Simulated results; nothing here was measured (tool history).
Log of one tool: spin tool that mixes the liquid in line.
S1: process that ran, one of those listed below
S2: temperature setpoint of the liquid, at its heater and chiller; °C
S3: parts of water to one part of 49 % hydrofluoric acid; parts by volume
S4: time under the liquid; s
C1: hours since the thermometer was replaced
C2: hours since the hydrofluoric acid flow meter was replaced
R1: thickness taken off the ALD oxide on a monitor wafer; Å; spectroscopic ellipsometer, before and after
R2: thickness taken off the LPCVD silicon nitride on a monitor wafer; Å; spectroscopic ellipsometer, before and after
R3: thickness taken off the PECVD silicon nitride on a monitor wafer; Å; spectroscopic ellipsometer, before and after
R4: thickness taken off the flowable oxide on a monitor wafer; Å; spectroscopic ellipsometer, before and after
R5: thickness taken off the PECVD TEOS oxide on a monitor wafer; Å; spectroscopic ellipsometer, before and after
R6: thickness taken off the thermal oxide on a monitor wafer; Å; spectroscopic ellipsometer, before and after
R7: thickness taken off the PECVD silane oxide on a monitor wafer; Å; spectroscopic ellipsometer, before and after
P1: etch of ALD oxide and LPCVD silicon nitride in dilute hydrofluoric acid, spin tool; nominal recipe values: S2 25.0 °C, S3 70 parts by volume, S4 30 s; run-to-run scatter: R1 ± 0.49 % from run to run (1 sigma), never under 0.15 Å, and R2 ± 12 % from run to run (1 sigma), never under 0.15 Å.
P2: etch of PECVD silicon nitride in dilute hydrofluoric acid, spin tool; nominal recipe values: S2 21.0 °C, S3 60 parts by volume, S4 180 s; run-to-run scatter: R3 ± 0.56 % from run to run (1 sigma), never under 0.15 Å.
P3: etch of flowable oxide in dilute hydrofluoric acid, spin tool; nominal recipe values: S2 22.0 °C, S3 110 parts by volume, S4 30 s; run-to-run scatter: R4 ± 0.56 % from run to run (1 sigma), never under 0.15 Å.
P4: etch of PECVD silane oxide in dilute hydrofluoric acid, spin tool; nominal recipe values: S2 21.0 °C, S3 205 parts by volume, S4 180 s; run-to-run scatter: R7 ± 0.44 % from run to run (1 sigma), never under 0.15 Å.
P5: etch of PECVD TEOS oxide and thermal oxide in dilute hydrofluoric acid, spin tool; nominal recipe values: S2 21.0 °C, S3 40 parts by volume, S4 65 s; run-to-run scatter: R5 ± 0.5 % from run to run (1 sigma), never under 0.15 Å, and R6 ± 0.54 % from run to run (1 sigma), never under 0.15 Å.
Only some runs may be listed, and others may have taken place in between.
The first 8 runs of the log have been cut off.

{"run": 9, "hour": 58.3, "S1": "P2", "S2": 17.0, "S3": 60, "S4": 180, "C1": 1860.9, "C2": 1972.2, "R3": 100.28}
{"run": 10, "hour": 67.6, "S1": "P1", "S2": 25.0, "S3": 70, "S4": 45, "C1": 1870.2, "C2": 1981.5, "R1": 128.69, "R2": 3.1846}
{"run": 11, "hour": 73.9, "S1": "P4", "S2": 21.0, "S3": 205, "S4": 180, "C1": 1876.5, "C2": 1987.8, "R7": 252.88}
{"run": 12, "hour": 80.1, "S1": "P4", "S2": 29.0, "S3": 205, "S4": 180, "C1": 1882.7, "C2": 1994.0, "R7": 339.29}
{"run": 13, "hour": 86.0, "S1": "P1", "S2": 25.0, "S3": 70, "S4": 30, "C1": 1888.6, "C2": 1999.9, "R1": 84.96, "R2": 2.0025}
{"run": 14, "hour": 91.7, "S1": "P1", "S2": 19.5, "S3": 70, "S4": 30, "C1": 1894.3, "C2": 2005.6, "R1": 68.767, "R2": 1.2571}
{"run": 15, "hour": 100.7, "S1": "P3", "S2": 17.0, "S3": 110, "S4": 30, "C1": 1903.3, "C2": 2014.6, "R4": 102.13}
{"run": 16, "hour": 107.7, "S1": "P1", "S2": 25.0, "S3": 70, "S4": 30, "C1": 1910.3, "C2": 2021.6, "R1": 85.692, "R2": 1.6847}
{"run": 17, "hour": 113.3, "S1": "P1", "S2": 25.0, "S3": 40, "S4": 30, "C1": 1915.9, "C2": 2027.2, "R1": 155.9, "R2": 4.3245}
{"run": 18, "hour": 120.1, "S1": "P5", "S2": 26.5, "S3": 40, "S4": 65, "C1": 1922.7, "C2": 2034.0, "R5": 492.29, "R6": 90.759}
{"run": 19, "hour": 127.6, "S1": "P1", "S2": 25.0, "S3": 70, "S4": 15, "C1": 1930.2, "C2": 2041.5, "R1": 42.411, "R2": 1.0343}
{"run": 20, "hour": 135.6, "S1": "P4", "S2": 21.0, "S3": 205, "S4": 60, "C1": 1938.2, "C2": 2049.5, "R7": 84.241}
{"run": 21, "hour": 144.2, "S1": "P1", "S2": 25.0, "S3": 115, "S4": 30, "C1": 1946.8, "C2": 2058.1, "R1": 49.192, "R2": 1.0536}
{"run": 22, "hour": 151.2, "S1": "P1", "S2": 25.0, "S3": 70, "S4": 30, "C1": 1953.8, "C2": 2065.1, "R1": 86.102, "R2": 1.6411}
{"run": 23, "hour": 159.0, "S1": "P1", "S2": 30.5, "S3": 70, "S4": 30, "C1": 1961.6, "C2": 2072.9, "R1": 106.89, "R2": 3.0844}
{"run": 24, "hour": 165.6, "S1": "P2", "S2": 21.0, "S3": 60, "S4": 275, "C1": 1968.2, "C2": 2079.5, "R3": 201.42}
{"run": 25, "hour": 172.6, "S1": "P1", "S2": 30.0, "S3": 100, "S4": 30, "C1": 1975.2, "C2": 2086.5, "R1": 70.139, "R2": 1.7194}
{"run": 26, "hour": 177.3, "S1": "P1", "S2": 25.0, "S3": 70, "S4": 30, "C1": 1979.9, "C2": 2091.2, "R1": 84.987, "R2": 1.7767}
{"run": 27, "hour": 185.3, "S1": "P3", "S2": 22.0, "S3": 60, "S4": 30, "C1": 1987.9, "C2": 2099.2, "R4": 242.56}
{"run": 28, "hour": 193.8, "S1": "P1", "S2": 25.0, "S3": 70, "S4": 30, "C1": 1996.4, "C2": 2107.7, "R1": 85.053, "R2": 2.2643}
{"run": 29, "hour": 201.9, "S1": "P3", "S2": 22.0, "S3": 110, "S4": 30, "C1": 2004.5, "C2": 2115.8, "R4": 125.84}
{"run": 30, "hour": 206.2, "S1": "P5", "S2": 21.0, "S3": 20, "S4": 65, "C1": 2008.8, "C2": 2120.1, "R5": 803.44, "R6": 147.84}
{"run": 31, "hour": 210.5, "S1": "P4", "S2": 21.0, "S3": 205, "S4": 180, "C1": 2013.1, "C2": 2124.4, "R7": 254.77}
{"run": 32, "hour": 217.2, "S1": "P4", "S2": 21.0, "S3": 350, "S4": 180, "C1": 2019.8, "C2": 2131.1, "R7": 129.5}
{"run": 33, "hour": 224.7, "S1": "P5", "S2": 21.0, "S3": 40, "S4": 65, "C1": 2027.3, "C2": 2138.6, "R5": 396.49, "R6": 73.105}

What will run 34 give?
{"run": 34, "hour": 229.0, "S1": "P1", "S2": 25.0, "S3": 70, "S4": 30, "C1": 2031.6, "C2": 2142.9, "R1": "?", "R2": "?"}

{"run 34": {"R1": 85.482, "R2": 2.623}}
